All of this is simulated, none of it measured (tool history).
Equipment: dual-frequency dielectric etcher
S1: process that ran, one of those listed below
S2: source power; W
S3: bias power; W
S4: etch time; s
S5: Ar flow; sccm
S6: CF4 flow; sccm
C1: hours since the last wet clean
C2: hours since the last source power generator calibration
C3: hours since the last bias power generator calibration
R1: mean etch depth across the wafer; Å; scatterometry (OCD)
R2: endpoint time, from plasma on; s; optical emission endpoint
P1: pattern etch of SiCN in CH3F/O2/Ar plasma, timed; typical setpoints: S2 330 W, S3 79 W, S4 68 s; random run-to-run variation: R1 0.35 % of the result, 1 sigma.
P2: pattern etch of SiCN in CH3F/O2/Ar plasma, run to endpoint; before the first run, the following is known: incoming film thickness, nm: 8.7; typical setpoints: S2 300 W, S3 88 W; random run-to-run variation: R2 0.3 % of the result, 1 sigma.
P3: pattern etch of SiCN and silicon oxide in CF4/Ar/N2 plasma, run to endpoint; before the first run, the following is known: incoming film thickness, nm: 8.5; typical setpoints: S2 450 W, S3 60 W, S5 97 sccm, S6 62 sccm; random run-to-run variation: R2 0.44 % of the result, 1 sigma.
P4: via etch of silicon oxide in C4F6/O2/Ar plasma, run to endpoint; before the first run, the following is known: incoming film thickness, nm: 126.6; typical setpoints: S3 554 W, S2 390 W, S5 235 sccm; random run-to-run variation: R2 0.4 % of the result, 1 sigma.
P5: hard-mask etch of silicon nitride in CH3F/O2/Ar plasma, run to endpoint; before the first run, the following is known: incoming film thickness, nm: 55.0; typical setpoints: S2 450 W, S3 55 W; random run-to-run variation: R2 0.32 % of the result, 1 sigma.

Run 1, hour 5: S1 P1, S2 330 W, S3 79 W, S4 68 s; C1 241.1; C2 1810.5; C3 330.9. Result: R1 250.33 Å.
Run 2, hour 9.1: S1 P1, S2 330 W, S3 79 W, S4 68 s; C1 245.2; C2 1814.6; C3 335. Result: R1 250.68 Å.
Run 3, hour 13.3: S1 P1, S2 450 W, S3 79 W, S4 68 s; C1 249.4; C2 1818.8; C3 339.2. Result: R1 281.19 Å.
Run 4, hour 19.5: S1 P1, S2 420 W, S3 79 W, S4 52 s; C1 255.6; C2 1825; C3 345.4. Result: R1 210.43 Å.
Run 5, hour 25.5: S1 P1, S2 330 W, S3 79 W, S4 41 s; C1 261.6; C2 1831; C3 351.4. Result: R1 150.92 Å.
Run 6, hour 29.2: S1 P4, S2 240 W, S3 554 W, S5 235 sccm; C1 265.3; C2 1834.7; C3 355.1. Result: R2 31.169 s.
Run 7, hour 34.2: S1 P4, S2 390 W, S3 554 W, S5 235 sccm; C1 270.3; C2 1839.7; C3 360.1. Result: R2 26.067 s.
Run 8, hour 38.7: S1 P2, S2 300 W, S3 88 W; C1 274.8; C2 1844.2; C3 364.6. Result: R2 23.629 s.
Run 9, hour 45.2: S1 P3, S2 450 W, S3 60 W, S5 97 sccm, S6 50 sccm; C1 281.3; C2 1850.7; C3 371.1. Result: R2 11.209 s.
Run 10, hour 52.9: S1 P1, S2 330 W, S3 52 W, S4 68 s; C1 289; C2 1858.4; C3 378.8. Result: R1 216.65 Å.
Run 11, hour 59: S1 P5, S2 450 W, S3 55 W; C1 295.1; C2 1864.5; C3 384.9. Result: R2 83.913 s.
Run 12, hour 66.1: S1 P1, S2 330 W, S3 98 W, S4 93.5 s; C1 302.2; C2 1871.6; C3 392. Result: R1 374.62 Å.
Run 13, hour 71.5: S1 P2, S2 370 W, S3 88 W; C1 307.6; C2 1877; C3 397.4. Result: R2 21.967 s.
Run 14, hour 77.3: S1 P3, S2 450 W, S3 60 W, S5 97 sccm, S6 62 sccm; C1 313.4; C2 1882.8; C3 403.2. Result: R2 10.739 s.
Run 15, hour 82.1: S1 P2, S2 300 W, S3 118 W; C1 318.2; C2 1887.6; C3 408. Result: R2 21.145 s.
Run 16, hour 87.7: S1 P5, S2 280 W, S3 55 W; C1 323.8; C2 1893.2; C3 413.6. Result: R2 101.38 s.
Run 17, hour 94.7: S1 P2, S2 300 W, S3 88 W; C1 330.8; C2 1900.2; C3 420.6. Result: R2 23.527 s.
Run 18, hour 101.7: S1 P3, S2 450 W, S3 60 W, S5 77 sccm, S6 62 sccm; C1 337.8; C2 1907.2; C3 427.6. Result: R2 10.412 s.
Run 19, hour 105.6: S1 P1, S2 260 W, S3 79 W, S4 68 s; C1 341.7; C2 1911.1; C3 431.5. Result: R1 229.99 Å.
Run 20, hour 109.7: S1 P1, S2 330 W, S3 79 W, S4 101 s; C1 345.8; C2 1915.2; C3 435.6. Result: R1 373.54 Å.
Run 21, hour 113.1: S1 P4, S2 390 W, S3 554 W, S5 192 sccm; C1 349.2; C2 1918.6; C3 439. Result: R2 25.609 s.
Run 22, hour 120.5: S1 P1, S2 330 W, S3 106 W, S4 68 s; C1 356.6; C2 1926; C3 446.4. Result: R1 280.41 Å.
At hour 123.9: bias power generator calibrated.
Run 23, hour 124.2: S1 P1, S2 330 W, S3 79 W, S4 68 s; C1 360.3; C2 1929.7; C3 0.4. Result: R1 251.35 Å.
Run 24, hour 128: S1 P4, S2 390 W, S3 428 W, S5 235 sccm; C1 364.1; C2 1933.5; C3 4.2. Result: R2 28.696 s.
Run 25, hour 132: S1 P1, S2 330 W, S3 79 W, S4 68 s; C1 368.1; C2 1937.5; C3 8.2. Result: R1 252.09 Å.

Expected results for the next run?
Run 26, hour 139.8: S1 P3, S2 450 W, S3 38 W, S5 97 sccm, S6 62 sccm; C1 375.9; C2 1945.3; C3 16. Result: R2 ?.

{"run 26": {"R2": 12.412}}
